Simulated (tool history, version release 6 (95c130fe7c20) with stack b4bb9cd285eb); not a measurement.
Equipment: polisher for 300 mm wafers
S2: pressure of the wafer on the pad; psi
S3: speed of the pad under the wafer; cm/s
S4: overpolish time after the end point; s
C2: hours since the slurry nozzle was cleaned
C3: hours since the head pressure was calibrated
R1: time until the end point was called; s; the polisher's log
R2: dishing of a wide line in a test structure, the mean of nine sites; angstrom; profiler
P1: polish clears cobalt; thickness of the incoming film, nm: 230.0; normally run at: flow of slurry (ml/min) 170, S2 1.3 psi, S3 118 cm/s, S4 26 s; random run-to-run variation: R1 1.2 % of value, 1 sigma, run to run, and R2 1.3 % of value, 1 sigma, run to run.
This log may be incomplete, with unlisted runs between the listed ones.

run 1 hour=3 | flow_of_slurry_(ml/min)=170 S2=1.3 S3=118 S4=26 | wafers_polished_on_this_pad=274 C2=425.6 C3=478.3 | R1=68.372 R2=476.68
run 2 hour=6.3 | flow_of_slurry_(ml/min)=170 S2=2 S3=118 S4=26 | wafers_polished_on_this_pad=315 C2=428.9 C3=481.6 | R1=44.031 R2=548.44
run 3 hour=8.6 | flow_of_slurry_(ml/min)=170 S2=1.3 S3=82 S4=49 | wafers_polished_on_this_pad=343 C2=431.2 C3=483.9 | R1=97.78 R2=534.73
run 4 hour=12 | flow_of_slurry_(ml/min)=170 S2=1.3 S3=118 S4=50 | wafers_polished_on_this_pad=385 C2=434.6 C3=487.3 | R1=68.134 R2=606.23
run 5 hour=14.4 | flow_of_slurry_(ml/min)=100 S2=1.3 S3=118 S4=26 | wafers_polished_on_this_pad=415 C2=437 C3=489.7 | R1=74.323 R2=451.67
run 6 hour=17.7 | flow_of_slurry_(ml/min)=170 S2=1.3 S3=118 S4=26 | wafers_polished_on_this_pad=456 C2=440.3 C3=493 | R1=66.809 R2=471.02
run 7 hour=20 | flow_of_slurry_(ml/min)=170 S2=1.3 S3=118 S4=8 | wafers_polished_on_this_pad=485 C2=442.6 C3=495.3 | R1=68.577 R2=218.6
run 8 hour=23.6 | flow_of_slurry_(ml/min)=170 S2=1.3 S3=56 S4=26 | wafers_polished_on_this_pad=529 C2=446.2 C3=498.9 | R1=140.2 R2=314.59
run 9 hour=28.2 | flow_of_slurry_(ml/min)=235 S2=1.7 S3=118 S4=26 | wafers_polished_on_this_pad=587 C2=450.8 C3=503.5 | R1=49.662 R2=549.04
run 10 hour=32.8 | flow_of_slurry_(ml/min)=170 S2=0.8 S3=118 S4=8 | wafers_polished_on_this_pad=644 C2=455.4 C3=508.1 | R1=106.43 R2=144.31
run 11 hour=35 | flow_of_slurry_(ml/min)=215 S2=1.3 S3=118 S4=26 | wafers_polished_on_this_pad=671 C2=457.6 C3=510.3 | R1=66.853 R2=480.98
run 12 hour=37.2 | flow_of_slurry_(ml/min)=170 S2=1.3 S3=188 S4=26 | wafers_polished_on_this_pad=698 C2=459.8 C3=512.5 | R1=42.375 R2=568.78
run 13 hour=40.7 | flow_of_slurry_(ml/min)=170 S2=0.6 S3=118 S4=26 | wafers_polished_on_this_pad=742 C2=463.3 C3=516 | R1=148.86 R2=301.9
-- hour=42.5 slurry nozzle cleaned
run 14 hour=43.2 | flow_of_slurry_(ml/min)=170 S2=1.3 S3=118 S4=26 | wafers_polished_on_this_pad=773 C2=0.7 C3=518.5 | R1=66.795 R2=464.93
run 15 hour=47.8 | flow_of_slurry_(ml/min)=170 S2=1.3 S3=118 S4=26 | wafers_polished_on_this_pad=830 C2=5.3 C3=523.1 | R1=67.961 R2=478.78
run 16 hour=52.3 | flow_of_slurry_(ml/min)=170 S2=1.3 S3=118 S4=26 | wafers_polished_on_this_pad=886 C2=9.8 C3=527.6 | R1=67.647 R2=480.55
run 17 hour=54.5 | flow_of_slurry_(ml/min)=170 S2=1.3 S3=118 S4=26 | wafers_polished_on_this_pad=913 C2=12 C3=529.8 | R1=69.32 R2=470.7
run 18 hour=58.6 | flow_of_slurry_(ml/min)=170 S2=1.3 S3=118 S4=26 | wafers_polished_on_this_pad=964 C2=16.1 C3=533.9 | R1=70.316 R2=461.29
-- hour=59.7 head pressure recalibrated
run 19 hour=61.8 | flow_of_slurry_(ml/min)=170 S2=1.3 S3=118 S4=26 | wafers_polished_on_this_pad=1004 C2=19.3 C3=2.2 | R1=72.475 R2=459.1
run 20 hour=64.1 | flow_of_slurry_(ml/min)=170 S2=1.3 S3=118 S4=26 | wafers_polished_on_this_pad=1032 C2=21.6 C3=4.5 | R1=72.081 R2=456.84
run 21 hour=66.9 | flow_of_slurry_(ml/min)=170 S2=1.3 S3=118 S4=26 | wafers_polished_on_this_pad=1067 C2=24.4 C3=7.3 | R1=72.062 R2=471.05
run 22 hour=70.2 | flow_of_slurry_(ml/min)=170 S2=1.3 S3=118 S4=26 | wafers_polished_on_this_pad=1108 C2=27.7 C3=10.6 | R1=73.499 R2=459.03
run 23 hour=72.3 | flow_of_slurry_(ml/min)=170 S2=1.3 S3=118 S4=26 | wafers_polished_on_this_pad=1134 C2=29.8 C3=12.7 | R1=73.458 R2=466.07

What P1 gives has crept off from where it sat before. The 2 causes that follow fit the log equally well, each at the size noted:
A: removal rate lost through wear of the pad, % = 8.16
B: slurry flow missing at the pad, % = 36
The creep began at about hour 52.3.
Each remaining cause and why it is not a fit:
head's pressure below its setpoint, %: maintenance at hour 59.7, after the shift began, did not return the process to its former output

The 4 check runs listed below each average the results of 3 wafers, and their outcomes are marked with question marks. Under which run would the listed causes produce clearly different results?
run check 1 hour=74.4 | flow_of_slurry_(ml/min)=100 S2=1.3 S3=178 S4=26 | R1=? R2=?
run check 2 hour=74.4 | flow_of_slurry_(ml/min)=170 S2=1.3 S3=68 S4=40 | R1=? R2=?
run check 3 hour=74.4 | flow_of_slurry_(ml/min)=170 S2=0.6 S3=118 S4=26 | R1=? R2=?
run check 4 hour=74.4 | flow_of_slurry_(ml/min)=170 S2=2 S3=118 S4=8 | R1=? R2=?

Outcome of each check run for each possible cause:
check=check_1 result=R1 if_A=54.318 if_B=57.151
check=check_1 result=R2 if_A=522.38 if_B=511.99
check=check_2 result=R1 if_A=127.94 if_B=127.96
check=check_2 result=R2 if_A=431.99 if_B=431.96
check=check_3 result=R1 if_A=159.75 if_B=159.76
check=check_3 result=R2 if_A=281.64 if_B=281.61
check=check_4 result=R1 if_A=47.924 if_B=47.929
check=check_4 result=R2 if_A=284.67 if_B=284.65
Separation of the two closest causes in each check, using whichever result separates them best: check 1 5.08 %; check 2 0.01 %; check 3 0.01 %; check 4 0.01 %
Only in check 1 would the causes give clearly different results; in the remaining checks their results would be nearly the same.

Check 1 has now been run. It gave: R1 57.064 s; R2 506.76 angstrom. Which of the candidate causes is it?

The correct cause is B, namely: slurry flow missing at the pad, %.

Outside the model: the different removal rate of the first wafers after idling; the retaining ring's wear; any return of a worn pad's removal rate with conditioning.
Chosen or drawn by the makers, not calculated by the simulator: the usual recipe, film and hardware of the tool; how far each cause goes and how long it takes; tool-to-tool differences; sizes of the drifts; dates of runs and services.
